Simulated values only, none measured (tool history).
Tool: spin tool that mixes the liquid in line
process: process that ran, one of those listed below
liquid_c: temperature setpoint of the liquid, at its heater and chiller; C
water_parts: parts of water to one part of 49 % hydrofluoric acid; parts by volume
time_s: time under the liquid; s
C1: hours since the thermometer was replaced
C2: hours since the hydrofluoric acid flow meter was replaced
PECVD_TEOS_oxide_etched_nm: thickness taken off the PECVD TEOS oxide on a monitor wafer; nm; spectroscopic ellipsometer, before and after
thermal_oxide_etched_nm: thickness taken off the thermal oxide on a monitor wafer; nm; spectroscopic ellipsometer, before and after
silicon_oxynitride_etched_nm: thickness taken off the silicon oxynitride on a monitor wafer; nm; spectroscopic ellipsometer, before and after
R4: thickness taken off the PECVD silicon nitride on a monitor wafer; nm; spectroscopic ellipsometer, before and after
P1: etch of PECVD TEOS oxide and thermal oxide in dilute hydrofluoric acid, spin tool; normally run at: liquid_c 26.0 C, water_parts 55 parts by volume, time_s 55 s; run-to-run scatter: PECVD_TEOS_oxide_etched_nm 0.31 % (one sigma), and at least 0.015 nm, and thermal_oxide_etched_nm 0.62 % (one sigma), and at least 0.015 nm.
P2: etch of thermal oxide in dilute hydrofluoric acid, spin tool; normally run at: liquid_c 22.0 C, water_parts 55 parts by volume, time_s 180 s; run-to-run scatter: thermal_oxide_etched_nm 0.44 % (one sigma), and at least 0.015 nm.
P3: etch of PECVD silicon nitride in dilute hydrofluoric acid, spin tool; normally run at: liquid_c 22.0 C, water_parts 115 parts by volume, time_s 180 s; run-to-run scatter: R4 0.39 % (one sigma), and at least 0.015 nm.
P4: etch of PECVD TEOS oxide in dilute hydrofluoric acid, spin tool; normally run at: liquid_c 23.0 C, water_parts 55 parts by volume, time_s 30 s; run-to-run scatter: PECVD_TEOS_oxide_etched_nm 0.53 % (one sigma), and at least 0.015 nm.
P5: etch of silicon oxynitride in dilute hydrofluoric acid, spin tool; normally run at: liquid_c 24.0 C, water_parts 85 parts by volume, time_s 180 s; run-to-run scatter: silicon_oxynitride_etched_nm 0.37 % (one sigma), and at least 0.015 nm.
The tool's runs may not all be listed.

Run 1, hour 4.7: process P1, liquid_c 26.0 C, water_parts 55 parts by volume, time_s 55 s; C1 1169.1; C2 202.4. Result: PECVD_TEOS_oxide_etched_nm 14.9370 nm, thermal_oxide_etched_nm 5.38690 nm.
Run 2, hour 7.9: process P1, liquid_c 26.0 C, water_parts 55 parts by volume, time_s 55 s; C1 1172.3; C2 205.6. Result: PECVD_TEOS_oxide_etched_nm 14.9240 nm, thermal_oxide_etched_nm 5.39620 nm.
Run 3, hour 12.7: process P1, liquid_c 19.5 C, water_parts 55 parts by volume, time_s 55 s; C1 1177.1; C2 210.4. Result: PECVD_TEOS_oxide_etched_nm 11.4720 nm, thermal_oxide_etched_nm 4.12710 nm.
Run 4, hour 18.3: process P2, liquid_c 22.0 C, water_parts 55 parts by volume, time_s 15 s; C1 1182.7; C2 216.0. Result: thermal_oxide_etched_nm 1.25310 nm.
At hour 19.5: thermometer replaced.
Run 5, hour 21.6: process P1, liquid_c 26.0 C, water_parts 85 parts by volume, time_s 15 s; C1 2.2; C2 219.3. Result: PECVD_TEOS_oxide_etched_nm 2.5140 nm, thermal_oxide_etched_nm 0.91312 nm.
Run 6, hour 25.0: process P5, liquid_c 24.0 C, water_parts 85 parts by volume, time_s 180 s; C1 5.6; C2 222.7. Result: silicon_oxynitride_etched_nm 5.8765 nm.
Run 7, hour 28.7: process P3, liquid_c 22.0 C, water_parts 115 parts by volume, time_s 180 s; C1 9.3; C2 226.4. Result: R4 5.9629 nm.
Run 8, hour 31.6: process P1, liquid_c 30.0 C, water_parts 55 parts by volume, time_s 20 s; C1 12.2; C2 229.3. Result: PECVD_TEOS_oxide_etched_nm 6.3812 nm, thermal_oxide_etched_nm 2.30740 nm.
Run 9, hour 37.1: process P5, liquid_c 31.5 C, water_parts 85 parts by volume, time_s 180 s; C1 17.7; C2 234.8. Result: silicon_oxynitride_etched_nm 8.2952 nm.
Run 10, hour 40.1: process P4, liquid_c 23.0 C, water_parts 55 parts by volume, time_s 30 s; C1 20.7; C2 237.8. Result: PECVD_TEOS_oxide_etched_nm 12.6550 nm.
Run 11, hour 45.4: process P1, liquid_c 26.0 C, water_parts 25 parts by volume, time_s 55 s; C1 26.0; C2 243.1. Result: PECVD_TEOS_oxide_etched_nm 34.0570 nm, thermal_oxide_etched_nm 12.48100 nm.
Run 12, hour 49.7: process P2, liquid_c 22.0 C, water_parts 55 parts by volume, time_s 180 s; C1 30.3; C2 247.4. Result: thermal_oxide_etched_nm 15.16000 nm.
Run 13, hour 54.5: process P2, liquid_c 22.0 C, water_parts 20 parts by volume, time_s 180 s; C1 35.1; C2 252.2. Result: thermal_oxide_etched_nm 43.55000 nm.
Run 14, hour 60.0: process P4, liquid_c 23.0 C, water_parts 55 parts by volume, time_s 60 s; C1 40.6; C2 257.7. Result: PECVD_TEOS_oxide_etched_nm 25.2120 nm.
Run 15, hour 64.4: process P5, liquid_c 24.0 C, water_parts 140 parts by volume, time_s 180 s; C1 45.0; C2 262.1. Result: silicon_oxynitride_etched_nm 3.4230 nm.
Run 16, hour 67.3: process P2, liquid_c 30.0 C, water_parts 55 parts by volume, time_s 180 s; C1 47.9; C2 265.0. Result: thermal_oxide_etched_nm 20.71400 nm.
Run 17, hour 73.2: process P1, liquid_c 26.0 C, water_parts 55 parts by volume, time_s 55 s; C1 53.8; C2 270.9. Result: PECVD_TEOS_oxide_etched_nm 14.9780 nm, thermal_oxide_etched_nm 5.44660 nm.
Run 18, hour 77.5: process P4, liquid_c 17.0 C, water_parts 55 parts by volume, time_s 30 s; C1 58.1; C2 275.2. Result: PECVD_TEOS_oxide_etched_nm 9.8043 nm.
Run 19, hour 82.6: process P5, liquid_c 24.0 C, water_parts 85 parts by volume, time_s 95 s; C1 63.2; C2 280.3. Result: silicon_oxynitride_etched_nm 3.0879 nm.
Run 20, hour 86.6: process P3, liquid_c 17.0 C, water_parts 115 parts by volume, time_s 180 s; C1 67.2; C2 284.3. Result: R4 4.2494 nm.
Run 21, hour 91.9: process P3, liquid_c 22.0 C, water_parts 210 parts by volume, time_s 180 s; C1 72.5; C2 289.6. Result: R4 3.3226 nm.
Run 22, hour 95.1: process P1, liquid_c 26.0 C, water_parts 55 parts by volume, time_s 55 s; C1 75.7; C2 292.8. Result: PECVD_TEOS_oxide_etched_nm 14.8760 nm, thermal_oxide_etched_nm 5.48110 nm.
Run 23, hour 98.1: process P1, liquid_c 30.5 C, water_parts 55 parts by volume, time_s 55 s; C1 78.7; C2 295.8. Result: PECVD_TEOS_oxide_etched_nm 17.8320 nm, thermal_oxide_etched_nm 6.44670 nm.
Run 24, hour 103.3: process P1, liquid_c 26.0 C, water_parts 55 parts by volume, time_s 80 s; C1 83.9; C2 301.0. Result: PECVD_TEOS_oxide_etched_nm 21.7380 nm, thermal_oxide_etched_nm 8.02230 nm.
Run 25, hour 107.0: process P3, liquid_c 22.0 C, water_parts 115 parts by volume, time_s 40 s; C1 87.6; C2 304.7. Result: R4 1.3271 nm.
Run 26, hour 109.8: process P1, liquid_c 26.0 C, water_parts 55 parts by volume, time_s 15 s; C1 90.4; C2 307.5. Result: PECVD_TEOS_oxide_etched_nm 4.0906 nm, thermal_oxide_etched_nm 1.44690 nm.
Run 27, hour 115.1: process P1, liquid_c 26.0 C, water_parts 55 parts by volume, time_s 55 s; C1 95.7; C2 312.8. Result: PECVD_TEOS_oxide_etched_nm 14.9890 nm, thermal_oxide_etched_nm 5.49580 nm.
Run 28, hour 120.3: process P1, liquid_c 26.0 C, water_parts 95 parts by volume, time_s 55 s; C1 100.9; C2 318.0. Result: PECVD_TEOS_oxide_etched_nm 8.2410 nm, thermal_oxide_etched_nm 2.99160 nm.
Run 29, hour 123.0: process P4, liquid_c 23.0 C, water_parts 20 parts by volume, time_s 30 s; C1 103.6; C2 320.7. Result: PECVD_TEOS_oxide_etched_nm 36.6590 nm.
Run 30, hour 127.7: process P4, liquid_c 23.0 C, water_parts 55 parts by volume, time_s 30 s; C1 108.3; C2 325.4. Result: PECVD_TEOS_oxide_etched_nm 12.8210 nm.
Run 31, hour 131.4: process P3, liquid_c 22.0 C, water_parts 115 parts by volume, time_s 180 s; C1 112.0; C2 329.1. Result: R4 5.9472 nm.
Run 32, hour 135.9: process P5, liquid_c 24.0 C, water_parts 85 parts by volume, time_s 180 s; C1 116.5; C2 333.6. Result: silicon_oxynitride_etched_nm 5.8972 nm.

Forecast run 33:
Run 33, hour 140.8: process P1, liquid_c 26.0 C, water_parts 55 parts by volume, time_s 55 s; C1 121.4; C2 338.5. Result: PECVD_TEOS_oxide_etched_nm ?, thermal_oxide_etched_nm ?.

PECVD_TEOS_oxide_etched_nm: 14.9890 nm
thermal_oxide_etched_nm: 5.38350 nm

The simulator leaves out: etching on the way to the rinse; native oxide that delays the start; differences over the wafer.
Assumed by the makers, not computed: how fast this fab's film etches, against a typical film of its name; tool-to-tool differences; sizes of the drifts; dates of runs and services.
